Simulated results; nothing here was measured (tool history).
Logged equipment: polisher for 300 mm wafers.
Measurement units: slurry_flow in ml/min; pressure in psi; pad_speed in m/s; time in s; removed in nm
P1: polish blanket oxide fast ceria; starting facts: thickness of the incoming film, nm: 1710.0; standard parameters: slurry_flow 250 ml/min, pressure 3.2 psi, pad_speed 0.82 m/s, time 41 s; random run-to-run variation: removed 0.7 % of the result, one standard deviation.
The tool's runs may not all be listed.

run,hour,slurry_flow,pressure,pad_speed,time,wafers polished on this pad,hours since the slurry nozzle was cleaned,hours since the head pressure was calibrated,removed
1,11.2,250,3.2,0.82,41,368,439,518.2,700.53
2,21,340,3.2,0.82,41,447,448.8,528,727.47
3,29.4,250,3.2,0.82,18,515,457.2,536.4,308.34
4,46.4,250,4.9,0.82,41,653,474.2,553.4,1086.4
5,62.5,150,3.2,0.82,41,784,490.3,569.5,661.49
6,75.8,250,3.2,1.26,25,891,503.6,582.8,664.48
7,84.8,250,3.2,0.82,41,964,512.6,591.8,706.29
8,100,250,3.2,1.22,41,1087,527.8,607,1037.2
9,107.5,250,1.4,0.82,41,1148,535.3,614.5,309.72
10,119.6,250,3.2,0.42,41,1246,547.4,626.6,364.73

Run 11 comes next. What will it give?
11,127.2,250,3.2,0.82,41,1308,555,634.2,?

removed: 701.37 nm
